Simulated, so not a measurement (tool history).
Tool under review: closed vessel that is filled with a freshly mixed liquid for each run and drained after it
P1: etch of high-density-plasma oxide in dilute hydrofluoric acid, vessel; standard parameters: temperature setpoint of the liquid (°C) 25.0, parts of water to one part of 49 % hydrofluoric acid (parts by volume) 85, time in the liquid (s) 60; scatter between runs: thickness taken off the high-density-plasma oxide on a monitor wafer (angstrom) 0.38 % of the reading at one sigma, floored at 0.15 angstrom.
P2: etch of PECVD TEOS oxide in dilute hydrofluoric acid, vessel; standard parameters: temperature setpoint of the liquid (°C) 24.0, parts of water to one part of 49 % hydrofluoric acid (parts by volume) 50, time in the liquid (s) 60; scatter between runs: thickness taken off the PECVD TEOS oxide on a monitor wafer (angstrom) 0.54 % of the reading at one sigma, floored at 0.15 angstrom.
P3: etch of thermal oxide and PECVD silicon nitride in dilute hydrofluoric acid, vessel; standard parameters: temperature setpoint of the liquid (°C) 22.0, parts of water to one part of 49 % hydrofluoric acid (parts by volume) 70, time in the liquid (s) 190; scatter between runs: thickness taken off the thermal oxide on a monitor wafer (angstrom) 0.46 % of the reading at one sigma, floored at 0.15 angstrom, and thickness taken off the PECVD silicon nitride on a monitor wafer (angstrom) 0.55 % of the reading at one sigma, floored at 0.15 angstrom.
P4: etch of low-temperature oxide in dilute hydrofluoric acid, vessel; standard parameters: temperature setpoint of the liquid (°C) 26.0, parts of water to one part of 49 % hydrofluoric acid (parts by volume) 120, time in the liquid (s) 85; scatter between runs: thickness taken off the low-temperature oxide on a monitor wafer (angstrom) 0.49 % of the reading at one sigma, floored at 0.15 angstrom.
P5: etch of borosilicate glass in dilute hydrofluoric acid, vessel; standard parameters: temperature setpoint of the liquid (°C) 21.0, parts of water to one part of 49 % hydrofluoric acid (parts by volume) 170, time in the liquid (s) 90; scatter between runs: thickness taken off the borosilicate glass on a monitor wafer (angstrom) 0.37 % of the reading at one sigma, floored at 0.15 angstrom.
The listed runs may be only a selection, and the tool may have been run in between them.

| run | hour | process that ran | temperature setpoint of the liquid (°C) | parts of water to one part of 49 % hydrofluoric acid (parts by volume) | time in the liquid (s) | hours since the thermometer was replaced | hours since the hydrofluoric acid flow meter was replaced | thickness taken off the high-density-plasma oxide on a monitor wafer (angstrom) | thickness taken off the thermal oxide on a monitor wafer (angstrom) | thickness taken off the PECVD silicon nitride on a monitor wafer (angstrom) | thickness taken off the PECVD TEOS oxide on a monitor wafer (angstrom) | thickness taken off the low-temperature oxide on a monitor wafer (angstrom) | thickness taken off the borosilicate glass on a monitor wafer (angstrom) |
|---|---|---|---|---|---|---|---|---|---|---|---|---|---|
| 1 | 7.7 | P1 | 25.0 | 85 | 60 | 642.3 | 493.9 | 54.107 |  |  |  |  |  |
| 2 | 13.1 | P3 | 22.0 | 70 | 30 | 647.7 | 499.3 |  | 19.611 | 16.359 |  |  |  |
| 3 | 18.5 | P1 | 25.0 | 85 | 30 | 653.1 | 504.7 | 27.137 |  |  |  |  |  |
| 4 | 24.5 | P3 | 27.5 | 70 | 190 | 659.1 | 510.7 |  | 154.640 | 149.260 |  |  |  |
| 5 | 30.9 | P1 | 25.0 | 85 | 100 | 665.5 | 517.1 | 90.291 |  |  |  |  |  |
| 6 | 37.0 | P1 | 25.0 | 45 | 110 | 671.6 | 523.2 | 197.080 |  |  |  |  |  |
| 7 | 41.0 | P2 | 24.0 | 50 | 60 | 675.6 | 527.2 |  |  |  | 187.210 |  |  |
| 8 | 47.4 | P1 | 29.5 | 85 | 30 | 682.0 | 533.6 | 32.051 |  |  |  |  |  |
| 9 | 53.4 | P1 | 25.0 | 85 | 60 | 688.0 | 539.6 | 54.456 |  |  |  |  |  |
| 10 | 61.3 | P3 | 22.0 | 70 | 190 | 695.9 | 547.5 |  | 124.910 | 102.350 |  |  |  |
| 11 | 65.9 | P1 | 17.0 | 85 | 60 | 700.5 | 552.1 | 38.936 |  |  |  |  |  |
| 12 | 72.9 | P4 | 26.0 | 120 | 150 | 707.5 | 559.1 |  |  |  |  | 465.00 |  |
| 13 | 81.4 | P1 | 25.0 | 85 | 60 | 716.0 | 567.6 | 53.996 |  |  |  |  |  |
| 14 | 86.3 | P2 | 29.0 | 50 | 60 | 720.9 | 572.5 |  |  |  | 228.890 |  |  |
| 15 | 94.7 | P4 | 26.0 | 210 | 85 | 729.3 | 580.9 |  |  |  |  | 135.47 |  |
| 16 | 103.5 | P1 | 30.0 | 85 | 60 | 738.1 | 589.7 | 66.099 |  |  |  |  |  |
| 17 | 108.0 | P4 | 34.0 | 120 | 85 | 742.6 | 594.2 |  |  |  |  | 354.10 |  |
| 18 | 116.5 | P1 | 25.0 | 135 | 60 | 751.1 | 602.7 | 32.295 |  |  |  |  |  |
| 19 | 123.8 | P1 | 25.0 | 30 | 60 | 758.4 | 610.0 | 165.190 |  |  |  |  |  |
| 20 | 131.1 | P1 | 25.0 | 85 | 60 | 765.7 | 617.3 | 54.412 |  |  |  |  |  |
| 21 | 139.3 | P5 | 25.5 | 170 | 90 | 773.9 | 625.5 |  |  |  |  |  | 118.280 |
| 22 | 143.7 | P3 | 22.0 | 40 | 190 | 778.3 | 629.9 |  | 226.570 | 178.430 |  |  |  |
| 23 | 148.0 | P2 | 24.0 | 50 | 30 | 782.6 | 634.2 |  |  |  | 93.512 |  |  |
| 24 | 156.3 | P4 | 26.0 | 120 | 85 | 790.9 | 642.5 |  |  |  |  | 264.33 |  |
| 25 | 161.0 | P5 | 21.0 | 170 | 90 | 795.6 | 647.2 |  |  |  |  |  | 99.792 |
| 26 | 168.9 | P2 | 24.0 | 50 | 60 | 803.5 | 655.1 |  |  |  | 187.050 |  |  |
| 27 | 175.7 | P5 | 21.0 | 170 | 30 | 810.3 | 661.9 |  |  |  |  |  | 33.238 |
| 28 | 184.6 | P1 | 25.0 | 85 | 60 | 819.2 | 670.8 | 54.100 |  |  |  |  |  |
| 29 | 191.6 | P5 | 21.0 | 25 | 90 | 826.2 | 677.8 |  |  |  |  |  | 800.460 |
| 30 | 197.3 | P2 | 24.0 | 85 | 60 | 831.9 | 683.5 |  |  |  | 105.800 |  |  |

Predict the results of run 31:
| 31 | 202.7 | P1 | 25.0 | 85 | 60 | 837.3 | 688.9 | ? |  |  |  |  |  |

{"run 31": {"thickness taken off the high-density-plasma oxide on a monitor wafer (angstrom)": 53.91}}

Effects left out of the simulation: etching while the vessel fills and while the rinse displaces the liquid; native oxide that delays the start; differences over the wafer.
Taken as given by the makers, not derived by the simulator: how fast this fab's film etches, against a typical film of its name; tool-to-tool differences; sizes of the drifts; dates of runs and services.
